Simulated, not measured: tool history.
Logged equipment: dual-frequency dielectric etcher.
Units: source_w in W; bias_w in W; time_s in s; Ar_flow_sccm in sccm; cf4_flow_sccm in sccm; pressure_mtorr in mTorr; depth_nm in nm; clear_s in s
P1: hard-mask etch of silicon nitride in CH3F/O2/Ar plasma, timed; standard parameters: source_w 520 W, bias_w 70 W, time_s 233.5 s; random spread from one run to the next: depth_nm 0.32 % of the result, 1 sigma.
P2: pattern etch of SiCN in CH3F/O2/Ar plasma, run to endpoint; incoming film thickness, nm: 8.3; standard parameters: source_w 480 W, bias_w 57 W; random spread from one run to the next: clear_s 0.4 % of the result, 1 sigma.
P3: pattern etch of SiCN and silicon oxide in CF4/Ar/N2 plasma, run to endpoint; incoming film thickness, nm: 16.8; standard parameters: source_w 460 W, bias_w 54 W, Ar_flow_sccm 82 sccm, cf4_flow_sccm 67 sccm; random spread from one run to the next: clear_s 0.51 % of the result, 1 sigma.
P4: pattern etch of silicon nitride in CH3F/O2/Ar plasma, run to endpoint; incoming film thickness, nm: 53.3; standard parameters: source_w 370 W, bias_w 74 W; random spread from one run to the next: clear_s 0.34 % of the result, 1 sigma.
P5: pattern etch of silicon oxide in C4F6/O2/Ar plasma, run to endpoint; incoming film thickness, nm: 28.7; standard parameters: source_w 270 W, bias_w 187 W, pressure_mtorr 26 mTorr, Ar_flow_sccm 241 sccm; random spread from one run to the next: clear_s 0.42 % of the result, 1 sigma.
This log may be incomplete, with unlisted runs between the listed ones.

run,day,process,source_w,bias_w,time_s,Ar_flow_sccm,cf4_flow_sccm,pressure_mtorr,hours since the last wet clean,hours since the last source power generator calibration,hours since the last bias power generator calibration,depth_nm,clear_s
1,0.362,P1,520,70,233.5,,,,470.6,1224.1,2089.4,175.88,
2,0.788,P2,480,57,,,,,480.8,1234.3,2099.6,,21.5670
3,1.583,P1,520,70,233.5,,,,499.9,1253.4,2118.7,176.39,
4,2.346,P1,520,70,233.5,,,,518.2,1271.7,2137.0,175.29,
# day 2.750: wet clean of the chamber
5,2.850,P3,460,54,,82,67,,2.5,1283.8,2149.1,,19.7430
6,3.467,P1,520,70,233.5,,,,17.3,1298.6,2163.9,176.06,
7,3.883,P5,270,187,,319,,26,27.3,1308.6,2173.9,,10.0070
8,4.621,P1,520,100,233.5,,,,45.0,1326.3,2191.6,199.62,
9,5.092,P5,270,187,,241,,26,56.3,1337.6,2202.9,,9.6562
10,5.708,P5,270,254,,241,,26,71.1,1352.4,2217.7,,8.7828
11,6.462,P3,460,54,,82,67,,89.2,1370.5,2235.8,,19.7470
12,6.971,P5,270,187,,241,,36,101.4,1382.7,2248.0,,9.9777
13,7.450,P1,370,70,233.5,,,,112.9,1394.2,2259.5,154.85,
14,7.933,P1,520,43,174.0,,,,124.5,1405.8,2271.1,112.23,
15,8.725,P1,350,91,233.5,,,,143.5,1424.8,2290.1,165.57,
16,9.350,P3,460,54,,82,46,,158.5,1439.8,2305.1,,21.1520
17,9.871,P1,520,70,233.5,,,,171.0,1452.3,2317.6,174.55,
18,10.292,P1,520,52,233.5,,,,181.1,1462.4,2327.7,159.45,
19,11.008,P2,340,57,,,,,198.3,1479.6,2344.9,,24.6450
20,11.646,P4,370,74,,,,,213.6,1494.9,2360.2,,78.5310
21,12.362,P4,370,92,,,,,230.8,1512.1,2377.4,,72.9940
22,12.904,P3,590,54,,82,67,,243.8,1525.1,2390.4,,15.8890
23,13.625,P1,520,70,233.5,,,,261.1,1542.4,2407.7,177.09,
24,14.229,P3,460,54,,106,67,,275.6,1556.9,2422.2,,20.7280
25,14.662,P5,270,187,,241,,26,286.0,1567.3,2432.6,,9.6905
26,15.117,P3,460,38,,82,67,,296.9,1578.2,2443.5,,21.8660
27,15.642,P1,610,70,233.5,,,,309.5,1590.8,2456.1,187.79,
28,16.088,P1,520,70,171.0,,,,320.2,1601.5,2466.8,128.66,
29,16.754,P5,160,187,,241,,26,336.2,1617.5,2482.8,,11.7330
30,17.358,P1,520,70,344.5,,,,350.7,1632.0,2497.3,258.68,
31,17.946,P4,370,74,,,,,364.8,1646.1,2511.4,,78.7820
32,18.671,P2,480,34,,,,,382.2,1663.5,2528.8,,25.2850
33,19.325,P4,220,74,,,,,397.9,1679.2,2544.5,,95.7030
34,19.929,P1,520,70,233.5,,,,412.4,1693.7,2559.0,177.14,
35,20.292,P1,520,70,233.5,,,,421.1,1702.4,2567.7,176.76,
36,20.762,P1,520,70,233.5,,,,432.4,1713.7,2579.0,177.68,
37,21.121,P1,520,70,233.5,,,,441.0,1722.3,2587.6,177.89,
38,21.608,P1,520,70,233.5,,,,452.7,1734.0,2599.3,178.54,
# day 22.192: wet clean of the chamber
39,22.325,P1,520,70,233.5,,,,3.3,1751.2,2616.5,177.93,
40,22.825,P1,520,70,233.5,,,,15.3,1763.2,2628.5,178.48,
41,23.350,P1,520,70,233.5,,,,27.9,1775.8,2641.1,179.24,

P1 no longer gives what it gave before; its output has crept away from where it was. The following 2 causes, each at its listed size, fit the log equally well:
A: source power that arrives over what is set, % = 4.29
B: bias power that arrives over what is set, % = 4.9
The onset of the drift is placed at about day 19.929.
All other causes, with the reason each is excluded:
chamber walls in a state that raises the etch rate, %: its service at day 22.192 followed the start of the drift and did not put the process back to its old value

You are offered 4 check runs, listed below with question marks in place of their results; each one averages 3 wafers. Which run separates the listed causes by giving clearly different results for each?
check 1,23.875,P5,270,187,,298,,26,,,,,?
check 2,23.875,P2,350,45,,,,,,,,,?
check 3,23.875,P3,460,54,,95,67,,,,,,?
check 4,23.875,P4,230,86,,,,,,,,,?

Predicted outcomes, by check and by cause:
check,result,if A,if B
check 1,clear_s,9.7433,9.7477
check 2,clear_s,25.9870,26.0120
check 3,clear_s,19.4880,19.9270
check 4,clear_s,87.9900,87.8000
Gap, in per cent, between the two causes that each check separates least, read from the result that separates them most: check 1 0.04 %; check 2 0.09 %; check 3 2.23 %; check 4 0.22 %
The causes can be told apart only by check 3. The other checks would give nearly the same results under each of them.

Check 3 was then run and gave: clear_s 19.4940 s. Which cause is it?

A is the cause: source power that arrives over what is set, %.
